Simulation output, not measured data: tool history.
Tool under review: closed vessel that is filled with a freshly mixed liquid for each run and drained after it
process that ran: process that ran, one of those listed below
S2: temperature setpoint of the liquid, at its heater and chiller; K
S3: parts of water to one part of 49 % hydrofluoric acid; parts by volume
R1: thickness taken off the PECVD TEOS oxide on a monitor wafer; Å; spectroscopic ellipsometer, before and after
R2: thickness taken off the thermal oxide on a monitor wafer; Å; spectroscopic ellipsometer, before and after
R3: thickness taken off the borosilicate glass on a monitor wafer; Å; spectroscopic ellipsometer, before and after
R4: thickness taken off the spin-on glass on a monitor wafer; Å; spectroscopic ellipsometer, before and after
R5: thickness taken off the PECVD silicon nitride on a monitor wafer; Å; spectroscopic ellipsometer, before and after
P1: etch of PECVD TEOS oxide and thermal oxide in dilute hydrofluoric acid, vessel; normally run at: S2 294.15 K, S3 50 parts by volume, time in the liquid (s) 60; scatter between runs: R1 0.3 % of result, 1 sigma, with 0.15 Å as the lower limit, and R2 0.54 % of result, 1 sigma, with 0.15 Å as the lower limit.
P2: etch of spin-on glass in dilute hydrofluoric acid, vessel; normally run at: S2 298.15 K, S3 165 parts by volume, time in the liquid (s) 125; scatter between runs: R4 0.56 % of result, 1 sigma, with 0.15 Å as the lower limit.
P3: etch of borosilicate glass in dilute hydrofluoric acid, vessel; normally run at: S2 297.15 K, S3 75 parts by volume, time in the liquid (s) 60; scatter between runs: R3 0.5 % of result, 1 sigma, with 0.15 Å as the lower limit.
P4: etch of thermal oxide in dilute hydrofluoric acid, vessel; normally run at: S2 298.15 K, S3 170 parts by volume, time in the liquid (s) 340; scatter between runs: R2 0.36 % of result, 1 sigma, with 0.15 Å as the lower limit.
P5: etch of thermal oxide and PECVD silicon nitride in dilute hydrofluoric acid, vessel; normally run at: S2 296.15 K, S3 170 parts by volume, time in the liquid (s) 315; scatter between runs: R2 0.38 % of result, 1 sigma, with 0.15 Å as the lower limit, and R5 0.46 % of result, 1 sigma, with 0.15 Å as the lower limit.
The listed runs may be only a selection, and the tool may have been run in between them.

Run 1, day 0.308: process that ran P1, S2 294.15 K, S3 50 parts by volume, time in the liquid (s) 60. Result: R1 143.24 Å, R2 56.187 Å.
Run 2, day 0.721: process that ran P3, S2 297.15 K, S3 135 parts by volume, time in the liquid (s) 60. Result: R3 103.77 Å.
Run 3, day 0.933: process that ran P1, S2 294.15 K, S3 90 parts by volume, time in the liquid (s) 60. Result: R1 75.789 Å, R2 29.838 Å.
Run 4, day 1.262: process that ran P1, S2 290.15 K, S3 50 parts by volume, time in the liquid (s) 110. Result: R1 220.5 Å, R2 85.978 Å.
Run 5, day 1.467: process that ran P4, S2 298.15 K, S3 75 parts by volume, time in the liquid (s) 340. Result: R2 231.96 Å.
Run 6, day 1.808: process that ran P1, S2 294.15 K, S3 30 parts by volume, time in the liquid (s) 60. Result: R1 246.17 Å, R2 95.515 Å.
Run 7, day 2.104: process that ran P2, S2 298.15 K, S3 165 parts by volume, time in the liquid (s) 125. Result: R4 301.43 Å.
Run 8, day 2.492: process that ran P5, S2 296.15 K, S3 170 parts by volume, time in the liquid (s) 315. Result: R2 76.474 Å, R5 51.48 Å.
Run 9, day 2.846: process that ran P1, S2 294.15 K, S3 50 parts by volume, time in the liquid (s) 100. Result: R1 238.71 Å, R2 93.435 Å.
Run 10, day 3.192: process that ran P2, S2 298.15 K, S3 165 parts by volume, time in the liquid (s) 230. Result: R4 555.39 Å.
Run 11, day 3.471: process that ran P4, S2 298.15 K, S3 170 parts by volume, time in the liquid (s) 640. Result: R2 171.4 Å.
Run 12, day 3.712: process that ran P1, S2 294.15 K, S3 50 parts by volume, time in the liquid (s) 60. Result: R1 143.47 Å, R2 56.291 Å.
Run 13, day 4.062: process that ran P1, S2 294.15 K, S3 50 parts by volume, time in the liquid (s) 60. Result: R1 142.99 Å, R2 56.187 Å.
Run 14, day 4.479: process that ran P1, S2 299.15 K, S3 50 parts by volume, time in the liquid (s) 30. Result: R1 88.505 Å, R2 34.764 Å.
Run 15, day 4.817: process that ran P5, S2 290.15 K, S3 170 parts by volume, time in the liquid (s) 315. Result: R2 60.217 Å, R5 34.731 Å.
Run 16, day 5.2: process that ran P2, S2 290.65 K, S3 165 parts by volume, time in the liquid (s) 125. Result: R4 225.93 Å.
Run 17, day 5.567: process that ran P2, S2 298.15 K, S3 295 parts by volume, time in the liquid (s) 125. Result: R4 146.68 Å.
Run 18, day 5.942: process that ran P5, S2 296.15 K, S3 170 parts by volume, time in the liquid (s) 575. Result: R2 138.43 Å, R5 92.857 Å.
Run 19, day 6.188: process that ran P1, S2 290.15 K, S3 50 parts by volume, time in the liquid (s) 60. Result: R1 121.34 Å, R2 46.846 Å.
Run 20, day 6.446: process that ran P3, S2 297.15 K, S3 75 parts by volume, time in the liquid (s) 60. Result: R3 201.59 Å.
Run 21, day 6.812: process that ran P1, S2 294.15 K, S3 50 parts by volume, time in the liquid (s) 30. Result: R1 71.574 Å, R2 27.948 Å.
Run 22, day 7.092: process that ran P1, S2 294.15 K, S3 50 parts by volume, time in the liquid (s) 60. Result: R1 144.68 Å, R2 56.052 Å.
Run 23, day 7.408: process that ran P5, S2 296.15 K, S3 100 parts by volume, time in the liquid (s) 315. Result: R2 140.01 Å, R5 86.092 Å.
Run 24, day 7.6: process that ran P4, S2 298.15 K, S3 170 parts by volume, time in the liquid (s) 340. Result: R2 91.971 Å.
Run 25, day 7.854: process that ran P1, S2 302.15 K, S3 50 parts by volume, time in the liquid (s) 60. Result: R1 199.89 Å, R2 78.041 Å.
Run 26, day 8.242: process that ran P1, S2 294.15 K, S3 50 parts by volume, time in the liquid (s) 60. Result: R1 144.07 Å, R2 55.477 Å.
Run 27, day 8.588: process that ran P3, S2 297.15 K, S3 75 parts by volume, time in the liquid (s) 115. Result: R3 384.95 Å.
Run 28, day 8.838: process that ran P1, S2 294.15 K, S3 50 parts by volume, time in the liquid (s) 60. Result: R1 143.3 Å, R2 56.182 Å.
Run 29, day 9.217: process that ran P3, S2 290.15 K, S3 75 parts by volume, time in the liquid (s) 60. Result: R3 150.18 Å.
Run 30, day 9.425: process that ran P4, S2 304.65 K, S3 170 parts by volume, time in the liquid (s) 340. Result: R2 114.9 Å.
Run 31, day 9.792: process that ran P1, S2 294.15 K, S3 50 parts by volume, time in the liquid (s) 60. Result: R1 142.67 Å, R2 56.469 Å.
Run 32, day 10.2: process that ran P1, S2 294.15 K, S3 50 parts by volume, time in the liquid (s) 60. Result: R1 138.7 Å, R2 53.436 Å.
Run 33, day 10.5: process that ran P1, S2 294.15 K, S3 50 parts by volume, time in the liquid (s) 60. Result: R1 135.15 Å, R2 52.991 Å.
Run 34, day 10.904: process that ran P1, S2 294.15 K, S3 50 parts by volume, time in the liquid (s) 60. Result: R1 134.32 Å, R2 52.181 Å.
Run 35, day 11.238: process that ran P1, S2 294.15 K, S3 50 parts by volume, time in the liquid (s) 60. Result: R1 134.19 Å, R2 52.006 Å.
Run 36, day 11.612: process that ran P1, S2 294.15 K, S3 50 parts by volume, time in the liquid (s) 60. Result: R1 133.01 Å, R2 51.805 Å.
Run 37, day 11.858: process that ran P1, S2 294.15 K, S3 50 parts by volume, time in the liquid (s) 60. Result: R1 132.43 Å, R2 51.817 Å.

P1 no longer gives what it gave before; its output has crept away from where it was. The following 2 causes, each at its listed size, fit the log equally well:
A: liquid colder than its thermometer reads (K) = 1.75
B: hydrofluoric acid flow below the setpoint (%) = 6.71
Creep in the process output first set in at about day 9.792.

Consider the 4 single-wafer check runs listed below, results given as question marks: which one distinguishes between the causes by giving clearly different results for each?
Run check 1, day 12.104: process that ran P2, S2 293.15 K, S3 165 parts by volume, time in the liquid (s) 125. Result: R4 ?.
Run check 2, day 12.104: process that ran P5, S2 290.15 K, S3 170 parts by volume, time in the liquid (s) 445. Result: R2 ?, R5 ?.
Run check 3, day 12.104: process that ran P4, S2 298.15 K, S3 80 parts by volume, time in the liquid (s) 635. Result: R2 ?.
Run check 4, day 12.104: process that ran P3, S2 290.15 K, S3 125 parts by volume, time in the liquid (s) 60. Result: R3 ?.

Check results expected under each cause:
  check  result    if A    if B
check 1      R4   232.2  229.45
check 2      R2  78.916  78.179
check 2      R5  43.245  45.616
check 3      R2  376.65  374.19
check 4      R3  79.801  79.399
Per-check spread between the two closest causes, in the result where they differ most: check 1 1.19 %; check 2 5.34 %; check 3 0.65 %; check 4 0.5 %
Check 2 distinguishes between the causes, while the remaining checks would return nearly the same result for all of them.

The results of check 2 are: R2 78.872 Å; R5 42.954 Å. Based on these, which of the listed causes is it?

The correct cause is A, namely: liquid colder than its thermometer reads (K).
